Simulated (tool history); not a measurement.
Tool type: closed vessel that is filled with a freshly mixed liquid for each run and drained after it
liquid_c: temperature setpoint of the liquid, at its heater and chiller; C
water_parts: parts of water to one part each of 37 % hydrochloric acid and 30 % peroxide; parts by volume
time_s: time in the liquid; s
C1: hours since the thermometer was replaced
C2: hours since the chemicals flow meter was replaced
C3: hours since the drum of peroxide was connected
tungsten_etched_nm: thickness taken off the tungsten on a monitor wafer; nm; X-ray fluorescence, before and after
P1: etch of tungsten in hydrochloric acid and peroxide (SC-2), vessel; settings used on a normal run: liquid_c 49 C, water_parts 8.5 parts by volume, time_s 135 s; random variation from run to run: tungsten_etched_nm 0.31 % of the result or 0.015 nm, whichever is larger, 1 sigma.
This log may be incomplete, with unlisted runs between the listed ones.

{"run": 1, "hour": 7.0, "liquid_c": 49, "water_parts": 8.5, "time_s": 135, "C1": 866.4, "C2": 1685.3, "C3": 517.6, "tungsten_etched_nm": 25.311}
{"run": 2, "hour": 12.7, "liquid_c": 62, "water_parts": 8.5, "time_s": 135, "C1": 872.1, "C2": 1691, "C3": 523.3, "tungsten_etched_nm": 58.858}
{"run": 3, "hour": 20.4, "liquid_c": 49, "water_parts": 15, "time_s": 135, "C1": 879.8, "C2": 1698.7, "C3": 531, "tungsten_etched_nm": 15.684}
{"run": 4, "hour": 25.7, "liquid_c": 49, "water_parts": 8.5, "time_s": 30, "C1": 885.1, "C2": 1704, "C3": 536.3, "tungsten_etched_nm": 5.6593}
{"run": 5, "hour": 34.6, "liquid_c": 49, "water_parts": 8.5, "time_s": 135, "C1": 894, "C2": 1712.9, "C3": 545.2, "tungsten_etched_nm": 25.522}
{"run": 6, "hour": 42.3, "liquid_c": 49, "water_parts": 4, "time_s": 135, "C1": 901.7, "C2": 1720.6, "C3": 552.9, "tungsten_etched_nm": 44.455}
{"hour": 47.5, "done": "new drum of peroxide connected"}
{"run": 7, "hour": 51.4, "liquid_c": 49, "water_parts": 8.5, "time_s": 205, "C1": 910.8, "C2": 1729.7, "C3": 3.9, "tungsten_etched_nm": 38.542}
{"run": 8, "hour": 60.1, "liquid_c": 59, "water_parts": 4, "time_s": 135, "C1": 919.5, "C2": 1738.4, "C3": 12.6, "tungsten_etched_nm": 85.478}
{"run": 9, "hour": 64.7, "liquid_c": 49, "water_parts": 8.5, "time_s": 135, "C1": 924.1, "C2": 1743, "C3": 17.2, "tungsten_etched_nm": 25.318}
{"run": 10, "hour": 70.3, "liquid_c": 49, "water_parts": 8.5, "time_s": 135, "C1": 929.7, "C2": 1748.6, "C3": 22.8, "tungsten_etched_nm": 25.321}
{"run": 11, "hour": 77.7, "liquid_c": 35, "water_parts": 8.5, "time_s": 135, "C1": 937.1, "C2": 1756, "C3": 30.2, "tungsten_etched_nm": 9.4792}
{"run": 12, "hour": 84.4, "liquid_c": 49, "water_parts": 8.5, "time_s": 135, "C1": 943.8, "C2": 1762.7, "C3": 36.9, "tungsten_etched_nm": 25.432}
{"run": 13, "hour": 94.1, "liquid_c": 49, "water_parts": 8.5, "time_s": 135, "C1": 953.5, "C2": 1772.4, "C3": 46.6, "tungsten_etched_nm": 25.371}
{"run": 14, "hour": 104.5, "liquid_c": 49, "water_parts": 8.5, "time_s": 135, "C1": 963.9, "C2": 1782.8, "C3": 57, "tungsten_etched_nm": 24.44}
{"run": 15, "hour": 112.1, "liquid_c": 49, "water_parts": 8.5, "time_s": 135, "C1": 971.5, "C2": 1790.4, "C3": 64.6, "tungsten_etched_nm": 24.087}
{"run": 16, "hour": 118.7, "liquid_c": 49, "water_parts": 8.5, "time_s": 135, "C1": 978.1, "C2": 1797, "C3": 71.2, "tungsten_etched_nm": 23.882}
{"run": 17, "hour": 128.5, "liquid_c": 49, "water_parts": 8.5, "time_s": 135, "C1": 987.9, "C2": 1806.8, "C3": 81, "tungsten_etched_nm": 23.696}
{"run": 18, "hour": 138.4, "liquid_c": 49, "water_parts": 8.5, "time_s": 135, "C1": 997.8, "C2": 1816.7, "C3": 90.9, "tungsten_etched_nm": 23.466}
{"run": 19, "hour": 145.7, "liquid_c": 49, "water_parts": 8.5, "time_s": 135, "C1": 1005.1, "C2": 1824, "C3": 98.2, "tungsten_etched_nm": 23.437}
{"hour": 149.5, "done": "new drum of peroxide connected"}
{"run": 20, "hour": 154.1, "liquid_c": 49, "water_parts": 8.5, "time_s": 135, "C1": 1013.5, "C2": 1832.4, "C3": 4.6, "tungsten_etched_nm": 23.516}
{"run": 21, "hour": 161.9, "liquid_c": 49, "water_parts": 8.5, "time_s": 135, "C1": 1021.3, "C2": 1840.2, "C3": 12.4, "tungsten_etched_nm": 23.56}
{"run": 22, "hour": 168.7, "liquid_c": 49, "water_parts": 8.5, "time_s": 135, "C1": 1028.1, "C2": 1847, "C3": 19.2, "tungsten_etched_nm": 23.424}

What P1 gives has crept away from where it was. These 2 causes fit the log equally well, each at the size given:
A: chemicals flow below the setpoint (%) = 9.33
B: liquid colder than its thermometer reads (K) = 1.19
The process output started creeping at around hour 94.1.
Each remaining cause and why it is not a fit:
peroxide weaker than its label (%): work on it at hour 149.5, done after the drift set in, did not restore what the process gave before

Of the 4 check runs below, each run on 2 wafers with the results averaged and each result still a question mark, which one would tell the listed causes apart?
{"run": "check 1", "hour": 175.5, "liquid_c": 49, "water_parts": 12, "time_s": 135, "tungsten_etched_nm": "?"}
{"run": "check 2", "hour": 175.5, "liquid_c": 57.5, "water_parts": 8.5, "time_s": 65, "tungsten_etched_nm": "?"}
{"run": "check 3", "hour": 175.5, "liquid_c": 35, "water_parts": 4, "time_s": 135, "tungsten_etched_nm": "?"}
{"run": "check 4", "hour": 175.5, "liquid_c": 35.5, "water_parts": 14.5, "time_s": 135, "tungsten_etched_nm": "?"}

How each check would come out, cause by cause:
check=check_1 result=tungsten_etched_nm if_A=17.465 if_B=17.543
check=check_2 result=tungsten_etched_nm if_A=19.631 if_B=19.71
check=check_3 result=tungsten_etched_nm if_A=15.544 if_B=15.219
check=check_4 result=tungsten_etched_nm if_A=5.7463 if_B=5.742
Gap, in per cent, between the two causes that each check separates least, read from the result that separates them most: check 1 0.44 %; check 2 0.4 %; check 3 2.12 %; check 4 0.07 %
Check 3 distinguishes between the causes, while the remaining checks would return nearly the same result for all of them.

With check 3 done, the readings were: tungsten_etched_nm 15.555 nm. Identify which of the listed causes applies.

The cause is A: chemicals flow below the setpoint (%).
